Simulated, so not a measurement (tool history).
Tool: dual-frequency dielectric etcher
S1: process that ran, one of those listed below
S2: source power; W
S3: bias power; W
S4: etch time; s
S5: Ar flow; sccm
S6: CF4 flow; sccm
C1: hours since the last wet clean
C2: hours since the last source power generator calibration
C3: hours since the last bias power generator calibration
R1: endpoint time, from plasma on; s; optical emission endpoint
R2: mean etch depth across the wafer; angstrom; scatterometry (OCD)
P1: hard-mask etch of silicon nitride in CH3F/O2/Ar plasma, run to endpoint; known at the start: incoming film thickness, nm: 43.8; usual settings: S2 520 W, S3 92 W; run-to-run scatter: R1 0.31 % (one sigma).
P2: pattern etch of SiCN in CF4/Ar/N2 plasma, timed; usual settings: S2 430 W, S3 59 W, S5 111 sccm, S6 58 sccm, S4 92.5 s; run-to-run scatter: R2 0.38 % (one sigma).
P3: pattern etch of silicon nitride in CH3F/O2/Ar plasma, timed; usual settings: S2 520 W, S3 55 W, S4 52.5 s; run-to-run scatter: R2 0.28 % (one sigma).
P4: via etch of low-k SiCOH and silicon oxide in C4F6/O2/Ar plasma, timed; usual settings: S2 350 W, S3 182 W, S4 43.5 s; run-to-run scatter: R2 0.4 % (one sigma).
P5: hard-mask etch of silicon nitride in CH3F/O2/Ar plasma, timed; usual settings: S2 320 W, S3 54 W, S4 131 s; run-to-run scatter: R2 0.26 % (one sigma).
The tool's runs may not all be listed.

Run 1, hour 3.7: S1 P1, S2 520 W, S3 92 W; C1 420.1; C2 666.7; C3 1648.9. Result: R1 52.899 s.
Run 2, hour 10.3: S1 P1, S2 520 W, S3 92 W; C1 426.7; C2 673.3; C3 1655.5. Result: R1 53.529 s.
Run 3, hour 17.3: S1 P5, S2 320 W, S3 54 W, S4 164.5 s; C1 433.7; C2 680.3; C3 1662.5. Result: R2 958.65 angstrom.
Run 4, hour 22.3: S1 P5, S2 320 W, S3 77 W, S4 131 s; C1 438.7; C2 685.3; C3 1667.5. Result: R2 863.23 angstrom.
Run 5, hour 29.6: S1 P2, S2 430 W, S3 59 W, S4 132 s, S5 111 sccm, S6 58 sccm; C1 446; C2 692.6; C3 1674.8. Result: R2 969.26 angstrom.
At hour 31: bias power generator calibrated.
Run 6, hour 35.6: S1 P1, S2 520 W, S3 92 W; C1 452; C2 698.6; C3 4.6. Result: R1 53.371 s.
Run 7, hour 42.7: S1 P2, S2 430 W, S3 59 W, S4 92.5 s, S5 133 sccm, S6 58 sccm; C1 459.1; C2 705.7; C3 11.7. Result: R2 656.25 angstrom.
Run 8, hour 48: S1 P4, S2 350 W, S3 182 W, S4 43.5 s; C1 464.4; C2 711; C3 17. Result: R2 1039.7 angstrom.
Run 9, hour 55: S1 P2, S2 430 W, S3 59 W, S4 92.5 s, S5 111 sccm, S6 58 sccm; C1 471.4; C2 718; C3 24. Result: R2 680.4 angstrom.
Run 10, hour 59.1: S1 P4, S2 350 W, S3 246 W, S4 43.5 s; C1 475.5; C2 722.1; C3 28.1. Result: R2 1156.4 angstrom.
Run 11, hour 65.4: S1 P1, S2 520 W, S3 110 W; C1 481.8; C2 728.4; C3 34.4. Result: R1 49.996 s.
Run 12, hour 70.3: S1 P2, S2 570 W, S3 59 W, S4 92.5 s, S5 111 sccm, S6 58 sccm; C1 486.7; C2 733.3; C3 39.3. Result: R2 866.19 angstrom.
Run 13, hour 74.8: S1 P4, S2 230 W, S3 182 W, S4 43.5 s; C1 491.2; C2 737.8; C3 43.8. Result: R2 890.42 angstrom.
Run 14, hour 82.2: S1 P1, S2 520 W, S3 57 W; C1 498.6; C2 745.2; C3 51.2. Result: R1 62.702 s.
Run 15, hour 86.9: S1 P4, S2 350 W, S3 182 W, S4 43.5 s; C1 503.3; C2 749.9; C3 55.9. Result: R2 1040.6 angstrom.
Run 16, hour 92.2: S1 P3, S2 520 W, S3 78 W, S4 52.5 s; C1 508.6; C2 755.2; C3 61.2. Result: R2 416.71 angstrom.
Run 17, hour 95.4: S1 P2, S2 430 W, S3 42 W, S4 92.5 s, S5 111 sccm, S6 58 sccm; C1 511.8; C2 758.4; C3 64.4. Result: R2 604.46 angstrom.
Run 18, hour 100.6: S1 P5, S2 320 W, S3 54 W, S4 131 s; C1 517; C2 763.6; C3 69.6. Result: R2 765.3 angstrom.
Run 19, hour 108: S1 P3, S2 520 W, S3 55 W, S4 52.5 s; C1 524.4; C2 771; C3 77. Result: R2 373.3 angstrom.
Run 20, hour 115: S1 P1, S2 350 W, S3 120 W; C1 531.4; C2 778; C3 84. Result: R1 55.745 s.
Run 21, hour 122.3: S1 P3, S2 420 W, S3 55 W, S4 52.5 s; C1 538.7; C2 785.3; C3 91.3. Result: R2 341.49 angstrom.
Run 22, hour 129.6: S1 P1, S2 660 W, S3 92 W; C1 546; C2 792.6; C3 98.6. Result: R1 48.851 s.
Run 23, hour 134.1: S1 P1, S2 320 W, S3 92 W; C1 550.5; C2 797.1; C3 103.1. Result: R1 63.818 s.
Run 24, hour 138.8: S1 P1, S2 520 W, S3 92 W; C1 555.2; C2 801.8; C3 107.8. Result: R1 53.24 s.
Run 25, hour 143.7: S1 P3, S2 520 W, S3 55 W, S4 29 s; C1 560.1; C2 806.7; C3 112.7. Result: R2 206.41 angstrom.
Run 26, hour 149.3: S1 P4, S2 350 W, S3 182 W, S4 63 s; C1 565.7; C2 812.3; C3 118.3. Result: R2 1506.9 angstrom.
Run 27, hour 155.3: S1 P1, S2 520 W, S3 92 W; C1 571.7; C2 818.3; C3 124.3. Result: R1 53.398 s.
Run 28, hour 160.8: S1 P5, S2 200 W, S3 54 W, S4 131 s; C1 577.2; C2 823.8; C3 129.8. Result: R2 637.94 angstrom.
Run 29, hour 166.1: S1 P1, S2 520 W, S3 92 W; C1 582.5; C2 829.1; C3 135.1. Result: R1 53.325 s.
Run 30, hour 170.3: S1 P2, S2 430 W, S3 59 W, S4 92.5 s, S5 111 sccm, S6 34 sccm; C1 586.7; C2 833.3; C3 139.3. Result: R2 617.17 angstrom.
Run 31, hour 177.1: S1 P1, S2 520 W, S3 92 W; C1 593.5; C2 840.1; C3 146.1. Result: R1 52.992 s.
Run 32, hour 183.2: S1 P1, S2 520 W, S3 92 W; C1 599.6; C2 846.2; C3 152.2. Result: R1 53.716 s.
Run 33, hour 190.2: S1 P1, S2 520 W, S3 92 W; C1 606.6; C2 853.2; C3 159.2. Result: R1 54.112 s.
Run 34, hour 194.5: S1 P1, S2 520 W, S3 92 W; C1 610.9; C2 857.5; C3 163.5. Result: R1 53.759 s.
Run 35, hour 201.4: S1 P1, S2 520 W, S3 92 W; C1 617.8; C2 864.4; C3 170.4. Result: R1 54.156 s.
Run 36, hour 205.8: S1 P1, S2 520 W, S3 92 W; C1 622.2; C2 868.8; C3 174.8. Result: R1 54.096 s.
Run 37, hour 212.1: S1 P1, S2 520 W, S3 92 W; C1 628.5; C2 875.1; C3 181.1. Result: R1 54.085 s.

The next listed run, before its measurement:
At hour 217.8: wet clean of the chamber.
Run 38, hour 219.3: S1 P1, S2 520 W, S3 92 W; C1 1.6; C2 882.3; C3 188.3. Result: R1 ?.

Run 38 gave R1 54.2 s.

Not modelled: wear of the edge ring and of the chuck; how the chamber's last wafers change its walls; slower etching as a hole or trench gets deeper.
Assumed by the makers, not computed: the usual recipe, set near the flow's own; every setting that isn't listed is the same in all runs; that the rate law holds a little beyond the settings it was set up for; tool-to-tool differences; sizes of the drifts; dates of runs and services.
